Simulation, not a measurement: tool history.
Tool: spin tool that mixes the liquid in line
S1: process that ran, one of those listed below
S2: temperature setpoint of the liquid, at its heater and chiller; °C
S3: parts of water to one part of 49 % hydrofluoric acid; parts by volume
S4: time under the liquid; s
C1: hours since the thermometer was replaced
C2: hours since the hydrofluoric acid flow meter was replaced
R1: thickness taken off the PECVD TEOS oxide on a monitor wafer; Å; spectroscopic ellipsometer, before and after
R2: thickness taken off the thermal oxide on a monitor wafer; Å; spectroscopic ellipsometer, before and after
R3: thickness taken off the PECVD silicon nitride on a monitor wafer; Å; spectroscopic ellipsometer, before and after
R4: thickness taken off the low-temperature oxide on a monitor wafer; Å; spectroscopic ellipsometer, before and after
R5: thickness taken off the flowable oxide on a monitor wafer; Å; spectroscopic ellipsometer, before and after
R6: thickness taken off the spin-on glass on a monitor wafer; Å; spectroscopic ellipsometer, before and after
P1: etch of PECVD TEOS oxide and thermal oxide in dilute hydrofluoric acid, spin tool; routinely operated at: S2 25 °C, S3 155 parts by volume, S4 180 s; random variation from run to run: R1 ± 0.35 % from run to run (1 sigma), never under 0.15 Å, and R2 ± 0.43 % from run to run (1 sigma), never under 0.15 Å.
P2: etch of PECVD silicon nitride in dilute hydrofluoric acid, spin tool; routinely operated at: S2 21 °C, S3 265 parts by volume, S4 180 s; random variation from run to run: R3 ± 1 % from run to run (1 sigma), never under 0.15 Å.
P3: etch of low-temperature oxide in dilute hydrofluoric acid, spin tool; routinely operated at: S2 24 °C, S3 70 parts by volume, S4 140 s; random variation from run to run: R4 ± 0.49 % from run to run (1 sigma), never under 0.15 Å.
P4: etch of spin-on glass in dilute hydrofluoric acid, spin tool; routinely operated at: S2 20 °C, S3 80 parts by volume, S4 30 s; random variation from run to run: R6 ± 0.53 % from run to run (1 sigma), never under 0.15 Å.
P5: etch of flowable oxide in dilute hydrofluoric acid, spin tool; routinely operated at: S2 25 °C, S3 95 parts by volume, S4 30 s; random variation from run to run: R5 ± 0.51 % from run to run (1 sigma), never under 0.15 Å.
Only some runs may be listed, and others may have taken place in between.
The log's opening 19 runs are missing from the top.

{"run": 20, "day": 8.671, "S1": "P4", "S2": 26.5, "S3": 80, "S4": 30, "C1": 1252.7, "C2": 922.5, "R6": 192.74}
{"run": 21, "day": 9.188, "S1": "P4", "S2": 20, "S3": 80, "S4": 15, "C1": 1265.1, "C2": 934.9, "R6": 73.594}
{"run": 22, "day": 9.521, "S1": "P3", "S2": 17, "S3": 70, "S4": 140, "C1": 1273.1, "C2": 942.9, "R4": 167.09}
{"run": 23, "day": 10.146, "S1": "P3", "S2": 24, "S3": 70, "S4": 140, "C1": 1288.1, "C2": 957.9, "R4": 221.02}
{"run": 24, "day": 10.542, "S1": "P5", "S2": 25, "S3": 95, "S4": 30, "C1": 1297.6, "C2": 967.4, "R5": 166.87}
{"run": 25, "day": 11.021, "S1": "P2", "S2": 17, "S3": 265, "S4": 180, "C1": 1309.1, "C2": 978.9, "R3": 16.654}
{"run": 26, "day": 11.475, "S1": "P1", "S2": 25, "S3": 155, "S4": 290, "C1": 1320, "C2": 989.8, "R1": 232.45, "R2": 82.918}
{"run": 27, "day": 11.921, "S1": "P3", "S2": 24, "S3": 70, "S4": 210, "C1": 1330.7, "C2": 1000.5, "R4": 335.24}

Run 28 is up next; what results do you expect?
{"run": 28, "day": 12.292, "S1": "P5", "S2": 30.5, "S3": 95, "S4": 30, "C1": 1339.6, "C2": 1009.4, "R5": "?"}

Run 28 measured R5 205.47 Å.
